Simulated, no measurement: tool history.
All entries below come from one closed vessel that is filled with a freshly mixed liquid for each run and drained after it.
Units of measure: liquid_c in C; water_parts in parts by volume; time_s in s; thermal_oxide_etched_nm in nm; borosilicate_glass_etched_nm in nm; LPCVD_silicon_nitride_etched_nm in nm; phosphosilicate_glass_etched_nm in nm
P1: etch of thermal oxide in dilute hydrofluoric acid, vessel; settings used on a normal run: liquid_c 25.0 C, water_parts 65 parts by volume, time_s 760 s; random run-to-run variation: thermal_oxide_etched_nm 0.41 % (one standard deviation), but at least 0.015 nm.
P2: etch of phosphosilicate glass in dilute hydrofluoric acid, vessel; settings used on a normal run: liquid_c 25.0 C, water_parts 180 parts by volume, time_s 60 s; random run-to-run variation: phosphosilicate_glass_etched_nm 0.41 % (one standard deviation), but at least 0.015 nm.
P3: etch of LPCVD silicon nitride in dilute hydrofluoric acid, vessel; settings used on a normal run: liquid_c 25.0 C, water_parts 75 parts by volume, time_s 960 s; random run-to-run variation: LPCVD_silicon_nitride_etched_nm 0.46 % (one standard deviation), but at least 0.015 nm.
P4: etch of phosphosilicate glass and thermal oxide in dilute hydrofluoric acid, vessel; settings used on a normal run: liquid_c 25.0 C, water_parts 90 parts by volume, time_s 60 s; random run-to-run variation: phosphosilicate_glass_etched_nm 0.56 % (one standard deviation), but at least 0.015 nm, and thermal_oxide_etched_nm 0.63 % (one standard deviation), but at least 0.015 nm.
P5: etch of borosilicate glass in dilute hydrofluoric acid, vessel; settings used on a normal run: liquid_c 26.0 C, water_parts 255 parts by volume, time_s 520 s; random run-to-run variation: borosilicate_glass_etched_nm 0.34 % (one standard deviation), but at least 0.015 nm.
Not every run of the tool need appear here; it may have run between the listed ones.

run   hour  process  liquid_c  water_parts  time_s  hours since the thermometer was replaced  hours since the hydrofluoric acid flow meter was replaced  thermal_oxide_etched_nm  borosilicate_glass_etched_nm  LPCVD_silicon_nitride_etched_nm  phosphosilicate_glass_etched_nm
  1    9.6       P1      25.0           65     760                                     806.3                                                      162.4                  56.6770
  2   20.4       P5      33.0          255     520                                     817.1                                                      173.2                                                 53.262
  3   35.6       P1      21.5          105     760                                     832.3                                                      188.4                  29.0260
  4   43.7       P1      25.0           65     760                                     840.4                                                      196.5                  56.3600
  5   51.9       P3      25.0          140     960                                     848.6                                                      204.7                                                                                 3.45140
  6   60.3       P4      25.0           90      60                                     857.0                                                      213.1                   3.3615                                                                                          62.910
  7   69.2       P1      25.0           65     220                                     865.9                                                      222.0                  16.4240
  8   85.6       P1      25.0           65    1185                                     882.3                                                      238.4                  88.1910
  9   96.2       P1      25.0           65     760                                     892.9                                                      249.0                  56.2560
      97.4  -- thermometer replaced
 10  114.2       P1      29.5           65     760                                      16.8                                                      267.0                  67.2840
 11  129.0       P1      28.5          100     760                                      31.6                                                      281.8                  40.5830
 12  143.0       P4      25.0          160      60                                      45.6                                                      295.8                   1.7375                                                                                          32.366
 13  151.1       P4      25.0           90      60                                      53.7                                                      303.9                   3.3358                                                                                          62.313
 14  167.3       P3      25.0           75      65                                      69.9                                                      320.1                                                                                 0.43487
 15  183.3       P5      26.0           40     520                                      85.9                                                      336.1                                                350.610
 16  195.5       P5      26.0          255     520                                      98.1                                                      348.3                                                 42.282
 17  212.4       P2      29.5          180      60                                     115.0                                                      365.2                                                                                                                   22.326
 18  225.3       P5      26.0          255    1040                                     127.9                                                      378.1                                                 84.716
 19  234.6       P1      18.0           20     760                                     137.2                                                      387.4                 144.7400
 20  251.0       P1      25.0           65     760                                     153.6                                                      403.8                  56.4410
 21  261.8       P1      25.0           65     760                                     164.4                                                      414.6                  56.3290
 22  279.8       P1      25.0          110     760                                     182.4                                                      432.6                  31.5990
 23  294.8       P2      25.0          180     115                                     197.4                                                      447.6                                                                                                                   36.638
 24  308.8       P4      25.0           90      30                                     211.4                                                      461.6                   1.6601                                                                                          31.307
 25  322.5       P1      25.0           30     760                                     225.1                                                      475.3                 128.6900
 26  330.7       P2      25.0          180      60                                     233.3                                                      483.5                                                                                                                   18.958
 27  347.7       P1      18.5           65     760                                     250.3                                                      500.5                  43.3670
 28  359.2       P2      25.0           30      60                                     261.8                                                      512.0                                                                                                                  136.620
 29  370.5       P4      31.5           90      60                                     273.1                                                      523.3                   4.2747                                                                                          80.227
 30  381.7       P3      25.0           75     960                                     284.3                                                      534.5                                                                                 6.40300
 31  392.0       P3      33.0           75     960                                     294.6                                                      544.8                                                                                10.66700

Forecast run 32:
 32  402.0       P1      25.0           65     760                                     304.6                                                      554.8                        ?

thermal_oxide_etched_nm: 56.8090 nm
